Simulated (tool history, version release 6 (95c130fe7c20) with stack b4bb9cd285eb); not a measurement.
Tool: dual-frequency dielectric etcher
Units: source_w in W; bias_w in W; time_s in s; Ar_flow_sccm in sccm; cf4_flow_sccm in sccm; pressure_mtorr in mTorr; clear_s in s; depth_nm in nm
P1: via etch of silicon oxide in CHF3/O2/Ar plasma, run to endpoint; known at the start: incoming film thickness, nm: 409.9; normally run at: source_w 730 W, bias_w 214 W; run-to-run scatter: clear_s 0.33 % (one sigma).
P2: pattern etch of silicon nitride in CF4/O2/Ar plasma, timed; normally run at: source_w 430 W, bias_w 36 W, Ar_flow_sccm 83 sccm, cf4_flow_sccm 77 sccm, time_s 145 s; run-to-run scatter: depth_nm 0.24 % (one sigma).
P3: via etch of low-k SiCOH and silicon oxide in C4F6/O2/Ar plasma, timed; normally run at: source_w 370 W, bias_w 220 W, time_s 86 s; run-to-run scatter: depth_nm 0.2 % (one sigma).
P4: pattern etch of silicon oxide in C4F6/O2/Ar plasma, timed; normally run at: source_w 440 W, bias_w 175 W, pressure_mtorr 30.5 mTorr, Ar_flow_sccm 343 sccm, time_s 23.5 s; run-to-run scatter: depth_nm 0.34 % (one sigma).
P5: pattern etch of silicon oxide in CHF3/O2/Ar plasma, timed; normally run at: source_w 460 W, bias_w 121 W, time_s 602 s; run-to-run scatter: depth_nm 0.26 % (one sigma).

run	hour	process	source_w	bias_w	time_s	Ar_flow_sccm	cf4_flow_sccm	pressure_mtorr	hours since the last wet clean	hours since the last source power generator calibration	hours since the last bias power generator calibration	clear_s	depth_nm
1	16.2	P1	730	214					258.6	1391	965.9	180.29	
2	27.7	P1	970	214					270.1	1402.5	977.4	161.58	
3	39.5	P5	460	121	602				281.9	1414.3	989.2		933.35
4	46.8	P5	600	121	602				289.2	1421.6	996.5		1036.5
5	57.7	P1	730	214					300.1	1432.5	1007.4	180.6	
6	73.9	P2	430	47	145	83	77		316.3	1448.7	1023.6		224.23
7	82.2	P3	370	220	86				324.6	1457	1031.9		257.49
8	89.6	P3	370	220	86				332	1464.4	1039.3		257.92
9	102.9	P4	440	110	23.5	343		30.5	345.3	1477.7	1052.6		63.997
10	117.8	P3	370	296	86				360.2	1492.6	1067.5		284.44
11	126.8	P1	990	177					369.2	1501.6	1076.5	170.83	
12	135.4	P5	460	121	885.5				377.8	1510.2	1085.1		1379.5
13	145.2	P3	460	220	86				387.6	1520	1094.9		280.68
14	160.2	P1	730	214					402.6	1535	1109.9	180.46	
15	168.4	P1	730	168					410.8	1543.2	1118.1	195.91	
16	182.6	P4	440	175	23.5	343		30.5	425	1557.4	1132.3		73.416
17	190.6	P2	430	36	145	65	77		433	1565.4	1140.3		209.89
18	204.7	P4	440	175	23.5	343		36	447.1	1579.5	1154.4		71.601
19	216.7	P1	730	303					459.1	1591.5	1166.4	159.7	
20	228.1	P1	730	214					470.5	1602.9	1177.8	179.56	
21	236.8	P3	370	220	60.5				479.2	1611.6	1186.5		181.33
22	245.2	P1	520	214					487.6	1620	1194.9	205.32	
# hour 253.1: source power generator calibrated
23	259.3	P2	430	36	145	83	96		501.7	6.3	1209		209.32
24	266.9	P4	300	175	23.5	343		30.5	509.3	13.9	1216.6		63.559
25	279.3	P4	440	175	17	343		30.5	521.7	26.3	1229		53.168
26	292.1	P5	460	121	602				534.5	39.1	1241.8		933.15
27	305.7	P5	460	159	602				548.1	52.7	1255.4		1019.8
28	318.7	P2	580	36	145	83	77		561.1	65.7	1268.4		263.49
29	334.5	P2	430	36	214	83	77		576.9	81.5	1284.2		299.67
30	347.5	P4	440	175	23.5	436		30.5	589.9	94.5	1297.2		71.357
31	357.5	P1	730	214					599.9	104.5	1307.2	180.49	
32	372.8	P2	430	36	145	83	77		615.2	119.8	1322.5		201.97
33	388	P1	730	214					630.4	135	1337.7	179.61	
34	399.8	P1	730	214					642.2	146.8	1349.5	178.36	
35	410.6	P1	730	214					653	157.6	1360.3	177.83	
36	418.8	P1	730	214					661.2	165.8	1368.5	177.74	
37	431	P1	730	214					673.4	178	1380.7	177.52	
38	443	P1	730	214					685.4	190	1392.7	176.05	
# hour 445.9: wet clean of the chamber
39	458.9	P1	730	214					13	205.9	1408.6	175.93	
40	474.4	P1	730	214					28.5	221.4	1424.1	177.35	

What P1 gives has crept away from where it was. These 2 causes fit the log equally well, each at the size given:
A: source power that arrives over what is set, % = 4.43
B: bias power that arrives over what is set, % = 4.9
The creep began at about hour 388.
Why every other cause is out:
chamber walls in a state that raises the etch rate, %: serviced at hour 445.9, which brought nothing back

4 check runs are offered, one wafer each, their results left as question marks. Which one tells the causes apart?
check 1	489.9	P2	430	36	145	83	77						?
check 2	489.9	P5	460	121	602								?
check 3	489.9	P4	440	175	23.5	343		30.5					?
check 4	489.9	P3	370	220	86								?

What each check would give under each cause:
check	result	if A	if B
check 1	depth_nm	211	206.63
check 2	depth_nm	950.95	949.28
check 3	depth_nm	74.833	74.685
check 4	depth_nm	261.57	261.37
How far apart the two closest causes lie, in the result that separates them most: check 1 2.09 %; check 2 0.18 %; check 3 0.2 %; check 4 0.08 %
Check 1 tells the causes apart: in the others they would give nearly the same result.

Check 1 was then run and gave: depth_nm 206.34 nm. Which cause is it?

It is B: bias power that arrives over what is set, %.
